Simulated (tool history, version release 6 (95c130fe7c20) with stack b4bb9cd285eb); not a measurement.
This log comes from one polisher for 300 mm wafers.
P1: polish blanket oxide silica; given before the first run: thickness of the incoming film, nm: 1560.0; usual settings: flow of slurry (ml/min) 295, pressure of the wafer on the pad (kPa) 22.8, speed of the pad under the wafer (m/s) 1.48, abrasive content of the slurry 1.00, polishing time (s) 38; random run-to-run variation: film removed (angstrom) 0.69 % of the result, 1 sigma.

| run | hour | flow of slurry (ml/min) | pressure of the wafer on the pad (kPa) | speed of the pad under the wafer (m/s) | abrasive content of the slurry | polishing time (s) | wafers polished on this pad | hours since the slurry nozzle was cleaned | hours since the head pressure was calibrated | hours since the slurry blender was calibrated | hours since the conditioning disc was replaced | film removed (angstrom) |
|---|---|---|---|---|---|---|---|---|---|---|---|---|
| 1 | 11.2 | 295 | 22.8 | 1.48 | 1.00 | 38 | 1046 | 104.9 | 139.6 | 65.8 | 191.3 | 1171.30 |
| 2 | 18.8 | 295 | 22.8 | 1.94 | 1.00 | 38 | 1098 | 112.5 | 147.2 | 73.4 | 198.9 | 1442.30 |
| 3 | 33.5 | 295 | 22.8 | 1.48 | 1.00 | 38 | 1199 | 127.2 | 161.9 | 88.1 | 213.6 | 1168.60 |
| 4 | 44.9 | 295 | 22.8 | 1.48 | 1.00 | 22 | 1278 | 138.6 | 173.3 | 99.5 | 225.0 | 673.77 |
| 5 | 54.9 | 295 | 11.7 | 1.48 | 1.00 | 38 | 1347 | 148.6 | 183.3 | 109.5 | 235.0 | 606.74 |
| 6 | 70.8 | 295 | 22.8 | 1.48 | 1.35 | 38 | 1456 | 164.5 | 199.2 | 125.4 | 250.9 | 1322.80 |
| 7 | 82.4 | 295 | 32.4 | 1.48 | 1.00 | 38 | 1536 | 176.1 | 210.8 | 137.0 | 262.5 | 1657.40 |
| 8 | 95.5 | 295 | 22.8 | 1.48 | 0.50 | 38 | 1626 | 189.2 | 223.9 | 150.1 | 275.6 | 811.61 |
| 9 | 102.8 | 295 | 22.8 | 1.48 | 1.00 | 51 | 1677 | 196.5 | 231.2 | 157.4 | 282.9 | 1557.50 |
| 10 | 115.3 | 295 | 22.8 | 0.66 | 1.00 | 38 | 1763 | 209.0 | 243.7 | 169.9 | 295.4 | 613.15 |
| 11 | 128.6 | 295 | 22.8 | 1.48 | 1.00 | 38 | 1854 | 222.3 | 257.0 | 183.2 | 308.7 | 1167.70 |
| 12 | 138.3 | 465 | 22.8 | 1.48 | 1.00 | 38 | 1921 | 232.0 | 266.7 | 192.9 | 318.4 | 1219.30 |
| 13 | 149.0 | 220 | 22.8 | 1.48 | 1.00 | 38 | 1995 | 242.7 | 277.4 | 203.6 | 329.1 | 1132.50 |
|  | 149.7 | conditioning disc replaced and pad reconditioned |
| 14 | 157.0 | 295 | 22.8 | 1.48 | 1.00 | 38 | 2050 | 250.7 | 285.4 | 211.6 | 7.3 | 1177.20 |
| 15 | 167.3 | 295 | 22.8 | 1.48 | 1.00 | 38 | 2121 | 261.0 | 295.7 | 221.9 | 17.6 | 1178.00 |
| 16 | 181.2 | 295 | 10.3 | 2.26 | 1.00 | 38 | 2217 | 274.9 | 309.6 | 235.8 | 31.5 | 741.01 |
| 17 | 197.4 | 295 | 22.8 | 1.48 | 1.00 | 38 | 2328 | 291.1 | 325.8 | 252.0 | 47.7 | 1162.90 |
| 18 | 209.2 | 295 | 22.8 | 1.48 | 1.00 | 38 | 2410 | 302.9 | 337.6 | 263.8 | 59.5 | 1141.50 |
| 19 | 223.8 | 295 | 22.8 | 1.48 | 1.00 | 38 | 2510 | 317.5 | 352.2 | 278.4 | 74.1 | 1104.40 |
| 20 | 238.6 | 295 | 22.8 | 1.48 | 1.00 | 38 | 2612 | 332.3 | 367.0 | 293.2 | 88.9 | 1100.20 |
|  | 250.5 | conditioning disc replaced and pad reconditioned |
| 21 | 251.2 | 295 | 22.8 | 1.48 | 1.00 | 38 | 2699 | 344.9 | 379.6 | 305.8 | 0.7 | 1080.80 |
| 22 | 259.1 | 295 | 22.8 | 1.48 | 1.00 | 38 | 2753 | 352.8 | 387.5 | 313.7 | 8.6 | 1078.40 |
|  | 260.0 | slurry nozzle cleaned |
|  | 270.3 | head pressure recalibrated |
| 23 | 274.8 | 295 | 22.8 | 1.48 | 1.00 | 38 | 2861 | 14.8 | 4.6 | 329.4 | 24.3 | 1086.70 |
| 24 | 289.2 | 295 | 22.8 | 1.48 | 1.00 | 38 | 2961 | 29.2 | 19.0 | 343.8 | 38.7 | 1076.10 |
| 25 | 299.1 | 295 | 22.8 | 1.48 | 1.00 | 38 | 3029 | 39.1 | 28.9 | 353.7 | 48.6 | 1089.00 |
| 26 | 314.5 | 295 | 22.8 | 1.48 | 1.00 | 38 | 3135 | 54.5 | 44.3 | 369.1 | 64.0 | 1065.30 |

Something has made what P1 gives creep away from where it was; the 2 causes below, each at its own stated size, fit the log equally well:
A: abrasive missing from the slurry, % = 16.5
B: removal rate lost through wear of the pad, % = 8.24
The gradual shift began around hour 197.4.
Ruled out, with reasons:
slurry flow missing at the pad, %: serviced at hour 260.0, after the change had begun; the process did not return to its earlier output
head's pressure below its setpoint, %: serviced at hour 270.3, after the change had begun; the process did not return to its earlier output
time polished since the conditioner stopped cutting, s: serviced at hour 250.5, after the change had begun; the process did not return to its earlier output

Each of the check runs listed below is run on 5 wafers and reports their average, with the results left as question marks. Pick the one under which the possible causes would lead to clearly different results.
| check 1 | 329.9 | 295 | 22.8 | 1.48 | 1.00 | 25 |  |  |  |  |  | ? |
| check 2 | 329.9 | 295 | 22.8 | 0.94 | 1.00 | 38 |  |  |  |  |  | ? |
| check 3 | 329.9 | 295 | 22.8 | 1.48 | 0.60 | 38 |  |  |  |  |  | ? |
| check 4 | 329.9 | 295 | 12.4 | 1.48 | 1.00 | 38 |  |  |  |  |  | ? |

How each check would come out, cause by cause:
| check | result | if A | if B |
|---|---|---|---|
| check 1 | film removed (angstrom) | 706.52 | 706.54 |
| check 2 | film removed (angstrom) | 746.90 | 746.92 |
| check 3 | film removed (angstrom) | 805.64 | 824.18 |
| check 4 | film removed (angstrom) | 585.77 | 585.78 |
How far apart the two closest causes lie, in the result that separates them most: check 1 0 %; check 2 0 %; check 3 2.28 %; check 4 0 %
Only check 3 tells the causes apart: in the others they would give nearly the same result.

Here is what check 3 returned: film removed (angstrom) 808.87. Which cause is it?

Of the candidate causes, it is A: abrasive missing from the slurry, %.

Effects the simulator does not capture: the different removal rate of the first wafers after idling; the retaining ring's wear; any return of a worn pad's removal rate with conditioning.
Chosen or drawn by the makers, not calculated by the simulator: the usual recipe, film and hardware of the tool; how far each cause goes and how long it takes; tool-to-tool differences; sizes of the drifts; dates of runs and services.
